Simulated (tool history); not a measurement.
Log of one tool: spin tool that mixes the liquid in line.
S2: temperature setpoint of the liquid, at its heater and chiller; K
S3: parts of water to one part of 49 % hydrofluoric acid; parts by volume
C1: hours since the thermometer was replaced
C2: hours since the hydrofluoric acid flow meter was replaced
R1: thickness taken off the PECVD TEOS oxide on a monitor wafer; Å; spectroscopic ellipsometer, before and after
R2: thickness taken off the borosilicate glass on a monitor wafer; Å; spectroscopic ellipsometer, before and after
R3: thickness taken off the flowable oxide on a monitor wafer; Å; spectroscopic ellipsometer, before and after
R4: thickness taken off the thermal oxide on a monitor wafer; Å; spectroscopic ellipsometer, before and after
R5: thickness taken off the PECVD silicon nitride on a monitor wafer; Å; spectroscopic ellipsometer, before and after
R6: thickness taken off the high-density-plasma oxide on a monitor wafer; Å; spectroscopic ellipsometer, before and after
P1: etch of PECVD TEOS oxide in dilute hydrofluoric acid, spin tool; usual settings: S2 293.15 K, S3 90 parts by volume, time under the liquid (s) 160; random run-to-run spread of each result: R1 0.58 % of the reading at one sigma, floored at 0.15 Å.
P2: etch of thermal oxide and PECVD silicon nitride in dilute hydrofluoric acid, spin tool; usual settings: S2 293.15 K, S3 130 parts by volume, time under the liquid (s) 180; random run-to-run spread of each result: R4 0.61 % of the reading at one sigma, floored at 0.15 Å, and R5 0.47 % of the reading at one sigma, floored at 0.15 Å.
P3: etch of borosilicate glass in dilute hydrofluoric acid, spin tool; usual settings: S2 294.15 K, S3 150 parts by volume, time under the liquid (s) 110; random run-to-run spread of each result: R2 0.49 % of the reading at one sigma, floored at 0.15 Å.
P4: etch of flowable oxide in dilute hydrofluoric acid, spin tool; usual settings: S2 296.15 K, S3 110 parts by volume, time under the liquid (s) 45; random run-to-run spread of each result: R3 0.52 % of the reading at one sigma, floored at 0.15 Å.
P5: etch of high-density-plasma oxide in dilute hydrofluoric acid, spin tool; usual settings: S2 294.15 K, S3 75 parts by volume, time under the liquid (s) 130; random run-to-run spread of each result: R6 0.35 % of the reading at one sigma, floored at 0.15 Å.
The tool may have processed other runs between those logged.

Run 1, hour 17.3: process that ran P1, S2 293.15 K, S3 90 parts by volume, time under the liquid (s) 160; C1 271.4; C2 379.7. Result: R1 174.31 Å.
Run 2, hour 26.9: process that ran P1, S2 293.15 K, S3 165 parts by volume, time under the liquid (s) 160; C1 281; C2 389.3. Result: R1 88.31 Å.
Run 3, hour 40.5: process that ran P3, S2 294.15 K, S3 150 parts by volume, time under the liquid (s) 110; C1 294.6; C2 402.9. Result: R2 351.36 Å.
Run 4, hour 52.9: process that ran P1, S2 293.15 K, S3 35 parts by volume, time under the liquid (s) 230; C1 307; C2 415.3. Result: R1 689.77 Å.
Run 5, hour 69.5: process that ran P3, S2 294.15 K, S3 45 parts by volume, time under the liquid (s) 110; C1 323.6; C2 431.9. Result: R2 1326.1 Å.
Run 6, hour 80.1: process that ran P3, S2 294.15 K, S3 150 parts by volume, time under the liquid (s) 210; C1 334.2; C2 442.5. Result: R2 672.79 Å.
Run 7, hour 88.1: process that ran P4, S2 296.15 K, S3 110 parts by volume, time under the liquid (s) 15; C1 342.2; C2 450.5. Result: R3 27.088 Å.
Run 8, hour 99.3: process that ran P3, S2 290.15 K, S3 150 parts by volume, time under the liquid (s) 110; C1 353.4; C2 461.7. Result: R2 296.72 Å.
Run 9, hour 109.5: process that ran P1, S2 293.15 K, S3 90 parts by volume, time under the liquid (s) 160; C1 363.6; C2 471.9. Result: R1 173.69 Å.
Run 10, hour 125.1: process that ran P2, S2 293.15 K, S3 130 parts by volume, time under the liquid (s) 180; C1 379.2; C2 487.5. Result: R4 53.895 Å, R5 59.935 Å.
Run 11, hour 135.4: process that ran P1, S2 293.15 K, S3 55 parts by volume, time under the liquid (s) 160; C1 389.5; C2 497.8. Result: R1 299.47 Å.
Run 12, hour 146: process that ran P2, S2 293.15 K, S3 215 parts by volume, time under the liquid (s) 180; C1 400.1; C2 508.4. Result: R4 29.731 Å, R5 36.738 Å.
Run 13, hour 155: process that ran P4, S2 300.15 K, S3 110 parts by volume, time under the liquid (s) 45; C1 409.1; C2 517.4. Result: R3 95.225 Å.
Run 14, hour 169.7: process that ran P1, S2 293.15 K, S3 90 parts by volume, time under the liquid (s) 160; C1 423.8; C2 532.1. Result: R1 175.48 Å.
Run 15, hour 184.4: process that ran P2, S2 293.15 K, S3 130 parts by volume, time under the liquid (s) 180; C1 438.5; C2 546.8. Result: R4 53.6 Å, R5 60.641 Å.
Run 16, hour 201.7: process that ran P5, S2 294.15 K, S3 75 parts by volume, time under the liquid (s) 55; C1 455.8; C2 564.1. Result: R6 37.398 Å.
Run 17, hour 216.5: process that ran P1, S2 293.15 K, S3 90 parts by volume, time under the liquid (s) 160; C1 470.6; C2 578.9. Result: R1 172.71 Å.
Run 18, hour 230.2: process that ran P1, S2 300.15 K, S3 25 parts by volume, time under the liquid (s) 160; C1 484.3; C2 592.6. Result: R1 919.76 Å.
Run 19, hour 246.3: process that ran P2, S2 293.15 K, S3 130 parts by volume, time under the liquid (s) 15; C1 500.4; C2 608.7. Result: R4 4.6074 Å, R5 5.0326 Å.
Run 20, hour 254.9: process that ran P5, S2 290.15 K, S3 75 parts by volume, time under the liquid (s) 130; C1 509; C2 617.3. Result: R6 73.969 Å.
Run 21, hour 273.2: process that ran P5, S2 294.15 K, S3 45 parts by volume, time under the liquid (s) 130; C1 527.3; C2 635.6. Result: R6 152.14 Å.
Run 22, hour 287.5: process that ran P1, S2 293.15 K, S3 90 parts by volume, time under the liquid (s) 275; C1 541.6; C2 649.9. Result: R1 300.13 Å.
Run 23, hour 304.5: process that ran P1, S2 290.15 K, S3 90 parts by volume, time under the liquid (s) 160; C1 558.6; C2 666.9. Result: R1 155.87 Å.
Run 24, hour 321.5: process that ran P1, S2 299.65 K, S3 90 parts by volume, time under the liquid (s) 85; C1 575.6; C2 683.9. Result: R1 120.98 Å.
Run 25, hour 339.8: process that ran P5, S2 294.15 K, S3 75 parts by volume, time under the liquid (s) 130; C1 593.9; C2 702.2. Result: R6 88.046 Å.
Run 26, hour 349.9: process that ran P1, S2 299.65 K, S3 90 parts by volume, time under the liquid (s) 160; C1 604; C2 712.3. Result: R1 227.94 Å.
Run 27, hour 364.1: process that ran P4, S2 296.15 K, S3 110 parts by volume, time under the liquid (s) 45; C1 618.2; C2 726.5. Result: R3 80.857 Å.
Run 28, hour 377.6: process that ran P1, S2 293.15 K, S3 90 parts by volume, time under the liquid (s) 55; C1 631.7; C2 740. Result: R1 60.468 Å.
Run 29, hour 389.2: process that ran P1, S2 293.15 K, S3 90 parts by volume, time under the liquid (s) 160; C1 643.3; C2 751.6. Result: R1 174.75 Å.
Run 30, hour 400: process that ran P2, S2 300.15 K, S3 130 parts by volume, time under the liquid (s) 180; C1 654.1; C2 762.4. Result: R4 71.406 Å, R5 94.653 Å.
Run 31, hour 413.1: process that ran P4, S2 296.15 K, S3 160 parts by volume, time under the liquid (s) 45; C1 667.2; C2 775.5. Result: R3 52.306 Å.
Run 32, hour 426.8: process that ran P1, S2 293.15 K, S3 90 parts by volume, time under the liquid (s) 160; C1 680.9; C2 789.2. Result: R1 173.11 Å.
Run 33, hour 442.7: process that ran P1, S2 293.15 K, S3 90 parts by volume, time under the liquid (s) 160; C1 696.8; C2 805.1. Result: R1 182.95 Å.
Run 34, hour 454.3: process that ran P1, S2 293.15 K, S3 90 parts by volume, time under the liquid (s) 160; C1 708.4; C2 816.7. Result: R1 187.14 Å.
Run 35, hour 462.7: process that ran P1, S2 293.15 K, S3 90 parts by volume, time under the liquid (s) 160; C1 716.8; C2 825.1. Result: R1 190.08 Å.
Run 36, hour 477.6: process that ran P1, S2 293.15 K, S3 90 parts by volume, time under the liquid (s) 160; C1 731.7; C2 840. Result: R1 190.92 Å.
Run 37, hour 491: process that ran P1, S2 293.15 K, S3 90 parts by volume, time under the liquid (s) 160; C1 745.1; C2 853.4. Result: R1 192.57 Å.
Run 38, hour 509.4: process that ran P1, S2 293.15 K, S3 90 parts by volume, time under the liquid (s) 160; C1 763.5; C2 871.8. Result: R1 194.18 Å.
Run 39, hour 524.6: process that ran P1, S2 293.15 K, S3 90 parts by volume, time under the liquid (s) 160; C1 778.7; C2 887. Result: R1 191.84 Å.

Compared with where it was, what P1 gives has crept away. Each cause listed below fits the log as well as the rest, at the size given for it:
A: hydrofluoric acid flow above the setpoint (%) = 9.1
B: liquid hotter than its thermometer reads (K) = 2.34
The drift started at roughly hour 426.8.

Each of the 4 check runs below uses one wafer; its results are left as question marks. Which run tells the causes apart?
Run check 1, hour 539.8: process that ran P5, S2 294.15 K, S3 75 parts by volume, time under the liquid (s) 130. Result: R6 ?.
Run check 2, hour 539.8: process that ran P3, S2 294.15 K, S3 150 parts by volume, time under the liquid (s) 110. Result: R2 ?.
Run check 3, hour 539.8: process that ran P4, S2 296.15 K, S3 110 parts by volume, time under the liquid (s) 45. Result: R3 ?.
Run check 4, hour 539.8: process that ran P2, S2 293.15 K, S3 130 parts by volume, time under the liquid (s) 180. Result: R4 ?, R5 ?.

Predicted outcomes, by check and by cause:
  check  result    if A    if B
check 1      R6  96.755   96.88
check 2      R2  387.99  384.36
check 3      R3  89.659  89.107
check 4      R4  59.432  59.105
check 4      R5  65.453  70.271
Minimum pairwise separation of causes per check, each pair taken at its best-separating result: check 1 0.13 %; check 2 0.94 %; check 3 0.62 %; check 4 7.1 %
The other checks would show nearly matching results whichever cause is true, so check 4 is the only one that separates the causes.

Running check 4 produced the following: R4 59.338 Å; R5 64.946 Å. Which one of the listed causes fits?

It was cause A: hydrofluoric acid flow above the setpoint (%).

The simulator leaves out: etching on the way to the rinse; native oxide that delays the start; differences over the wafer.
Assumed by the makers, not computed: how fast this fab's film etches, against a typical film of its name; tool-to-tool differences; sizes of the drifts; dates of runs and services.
